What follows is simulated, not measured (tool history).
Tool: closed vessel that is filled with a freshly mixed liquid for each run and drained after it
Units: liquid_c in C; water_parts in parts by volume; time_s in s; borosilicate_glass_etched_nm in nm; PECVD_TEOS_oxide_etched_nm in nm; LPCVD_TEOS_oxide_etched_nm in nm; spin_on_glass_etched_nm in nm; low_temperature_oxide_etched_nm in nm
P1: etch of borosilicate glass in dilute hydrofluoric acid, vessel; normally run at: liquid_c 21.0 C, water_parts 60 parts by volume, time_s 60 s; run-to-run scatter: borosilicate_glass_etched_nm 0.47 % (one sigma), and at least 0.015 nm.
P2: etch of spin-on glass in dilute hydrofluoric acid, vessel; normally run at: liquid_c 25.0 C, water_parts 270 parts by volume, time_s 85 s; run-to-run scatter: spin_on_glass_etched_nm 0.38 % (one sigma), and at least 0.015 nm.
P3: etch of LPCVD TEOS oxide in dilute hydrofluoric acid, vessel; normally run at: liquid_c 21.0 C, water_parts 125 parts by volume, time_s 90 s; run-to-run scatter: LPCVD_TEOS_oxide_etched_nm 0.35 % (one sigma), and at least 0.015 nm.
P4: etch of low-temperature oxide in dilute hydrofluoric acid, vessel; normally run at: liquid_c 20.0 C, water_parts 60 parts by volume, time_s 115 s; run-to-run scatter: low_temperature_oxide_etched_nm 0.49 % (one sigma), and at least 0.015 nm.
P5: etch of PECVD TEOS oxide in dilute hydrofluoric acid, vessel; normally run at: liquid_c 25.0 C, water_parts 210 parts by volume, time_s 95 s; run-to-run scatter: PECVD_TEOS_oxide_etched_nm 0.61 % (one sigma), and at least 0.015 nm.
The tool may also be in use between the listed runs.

| run | hour | process | liquid_c | water_parts | time_s | borosilicate_glass_etched_nm | PECVD_TEOS_oxide_etched_nm | LPCVD_TEOS_oxide_etched_nm | spin_on_glass_etched_nm | low_temperature_oxide_etched_nm |
|---|---|---|---|---|---|---|---|---|---|---|
| 1 | 8.3 | P1 | 21.0 | 60 | 60 | 18.5510 |  |  |  |  |
| 2 | 16.6 | P1 | 21.0 | 60 | 85 | 26.3040 |  |  |  |  |
| 3 | 26.6 | P1 | 21.0 | 60 | 60 | 18.4760 |  |  |  |  |
| 4 | 38.2 | P1 | 21.0 | 60 | 60 | 18.5260 |  |  |  |  |
| 5 | 44.9 | P5 | 25.0 | 210 | 95 |  | 5.2180 |  |  |  |
| 6 | 49.9 | P5 | 25.0 | 365 | 95 |  | 2.5380 |  |  |  |
| 7 | 55.6 | P1 | 21.0 | 60 | 60 | 18.5640 |  |  |  |  |
| 8 | 64.4 | P1 | 17.0 | 60 | 30 | 7.8470 |  |  |  |  |
| 9 | 72.5 | P3 | 21.0 | 125 | 90 |  |  | 10.0970 |  |  |
| 10 | 77.8 | P2 | 25.0 | 270 | 165 |  |  |  | 16.3320 |  |
| 11 | 86.2 | P4 | 20.0 | 60 | 115 |  |  |  |  | 27.735 |
| 12 | 96.8 | P2 | 25.0 | 270 | 85 |  |  |  | 8.4360 |  |
| 13 | 106.9 | P2 | 25.0 | 50 | 85 |  |  |  | 58.7250 |  |
| 14 | 113.1 | P4 | 26.5 | 60 | 115 |  |  |  |  | 36.169 |
| 15 | 120.9 | P2 | 32.0 | 270 | 85 |  |  |  | 10.6790 |  |
| 16 | 127.9 | P1 | 17.0 | 30 | 60 | 32.2980 |  |  |  |  |
| 17 | 137.6 | P1 | 21.0 | 25 | 60 | 46.6100 |  |  |  |  |
| 18 | 149.2 | P5 | 25.0 | 210 | 175 |  | 9.4831 |  |  |  |
| 19 | 159.9 | P5 | 30.0 | 210 | 95 |  | 6.1286 |  |  |  |
| 20 | 166.7 | P4 | 20.0 | 60 | 180 |  |  |  |  | 43.766 |
| 21 | 176.4 | P2 | 25.0 | 270 | 85 |  |  |  | 8.3877 |  |
| 22 | 181.9 | P4 | 20.0 | 95 | 115 |  |  |  |  | 16.914 |
| 23 | 188.1 | P1 | 21.0 | 60 | 60 | 18.7380 |  |  |  |  |
| 24 | 196.5 | P1 | 17.0 | 60 | 60 | 15.7830 |  |  |  |  |
| 25 | 204.2 | P1 | 21.0 | 60 | 30 | 9.2527 |  |  |  |  |
| 26 | 215.1 | P3 | 21.0 | 55 | 90 |  |  | 24.9260 |  |  |
| 27 | 225.3 | P4 | 20.0 | 60 | 115 |  |  |  |  | 27.942 |
| 28 | 235.3 | P1 | 26.0 | 60 | 60 | 22.9700 |  |  |  |  |
| 29 | 242.9 | P3 | 17.0 | 125 | 90 |  |  | 8.5857 |  |  |
| 30 | 250.1 | P3 | 21.0 | 125 | 30 |  |  | 3.3520 |  |  |
| 31 | 260.0 | P1 | 21.0 | 110 | 60 | 9.6255 |  |  |  |  |
| 32 | 266.9 | P1 | 21.0 | 60 | 60 | 18.6270 |  |  |  |  |
| 33 | 276.7 | P1 | 21.0 | 60 | 60 | 18.5800 |  |  |  |  |
| 34 | 285.4 | P5 | 25.0 | 210 | 95 |  | 5.2284 |  |  |  |
| 35 | 293.7 | P3 | 21.0 | 125 | 90 |  |  | 10.1710 |  |  |
| 36 | 302.6 | P1 | 21.0 | 60 | 60 | 18.5480 |  |  |  |  |
| 37 | 308.8 | P1 | 21.0 | 60 | 60 | 18.9590 |  |  |  |  |
| 38 | 318.1 | P1 | 21.0 | 60 | 60 | 19.5960 |  |  |  |  |
| 39 | 329.2 | P1 | 21.0 | 60 | 60 | 19.9810 |  |  |  |  |
| 40 | 340.0 | P1 | 21.0 | 60 | 60 | 20.1560 |  |  |  |  |
| 41 | 350.2 | P1 | 21.0 | 60 | 60 | 20.1850 |  |  |  |  |
| 42 | 357.1 | P1 | 21.0 | 60 | 60 | 20.4570 |  |  |  |  |
| 43 | 365.5 | P1 | 21.0 | 60 | 60 | 20.4260 |  |  |  |  |
| 44 | 375.3 | P1 | 21.0 | 60 | 60 | 20.2320 |  |  |  |  |
| 45 | 385.3 | P1 | 21.0 | 60 | 60 | 20.4480 |  |  |  |  |
| 46 | 395.4 | P1 | 21.0 | 60 | 60 | 20.5650 |  |  |  |  |

What P1 gives has crept away from where it was. These 2 causes fit the log equally well, each at the size given:
A: hydrofluoric acid flow above the setpoint (%) = 9.5
B: liquid hotter than its thermometer reads (K) = 2.35
The creep began at about hour 302.6.

4 check runs are offered, each on 2 wafers whose results are averaged, their results left as question marks. Which one tells the causes apart?
| check 1 | 405.5 | P3 | 18.0 | 125 | 30 |  |  | ? |  |  |
| check 2 | 405.5 | P5 | 25.0 | 330 | 150 |  | ? |  |  |  |
| check 3 | 405.5 | P4 | 26.5 | 60 | 115 |  |  |  |  | ? |
| check 4 | 405.5 | P2 | 25.0 | 60 | 160 |  |  |  | ? |  |

What each check would give under each cause:
| check | result | if A | if B |
|---|---|---|---|
| check 1 | LPCVD_TEOS_oxide_etched_nm | 3.3037 | 3.2833 |
| check 2 | PECVD_TEOS_oxide_etched_nm | 5.1805 | 4.9734 |
| check 3 | low_temperature_oxide_etched_nm | 39.964 | 39.765 |
| check 4 | spin_on_glass_etched_nm | 100.4900 | 100.1300 |
How far apart the two closest causes lie, in the result that separates them most: check 1 0.62 %; check 2 4.08 %; check 3 0.5 %; check 4 0.36 %
Only check 2 tells the causes apart: in the others they would give nearly the same result.

Check 2 was then run and gave: PECVD_TEOS_oxide_etched_nm 4.9762 nm. Which cause is it?

It is B: liquid hotter than its thermometer reads (K).
